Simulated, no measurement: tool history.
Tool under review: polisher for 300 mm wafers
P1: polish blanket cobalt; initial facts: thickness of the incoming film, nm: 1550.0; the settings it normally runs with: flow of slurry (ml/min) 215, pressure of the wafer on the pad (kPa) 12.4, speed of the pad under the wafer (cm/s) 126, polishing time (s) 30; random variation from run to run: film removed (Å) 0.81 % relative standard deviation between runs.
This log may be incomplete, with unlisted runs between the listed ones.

run,day,flow of slurry (ml/min),pressure of the wafer on the pad (kPa),speed of the pad under the wafer (cm/s),polishing time (s),film removed (Å)
1,0.371,215,12.4,126,30,1676.70
2,0.575,215,8.3,126,30,1124.80
3,0.779,215,12.4,56,30,736.00
4,1.079,215,12.4,126,30,1664.50
5,1.458,215,12.4,126,30,1661.80
6,1.833,215,12.4,126,30,1678.20
7,2.025,295,12.4,126,30,1735.60
8,2.304,130,12.4,126,30,1561.40
9,2.512,215,12.4,172,30,2279.80
10,2.783,215,12.4,126,30,1671.70
11,2.975,130,12.4,176,30,2168.20
12,3.267,215,17.2,126,30,2349.50
13,3.575,215,12.4,126,39,2199.60
14,3.779,215,12.4,126,15,843.38
15,4.083,215,17.2,196,30,3596.70
16,4.321,280,12.4,126,41,2392.70
17,4.704,215,12.4,126,30,1665.80
18,4.996,215,12.4,126,30,1652.70
19,5.279,215,12.4,126,30,1669.60
20,5.583,215,12.4,126,30,1632.40
21,5.771,215,12.4,126,30,1621.20

The next listed run, before its measurement:
22,5.983,215,12.4,126,30,?

{"run 22": {"film removed (Å)": 1608.0}}
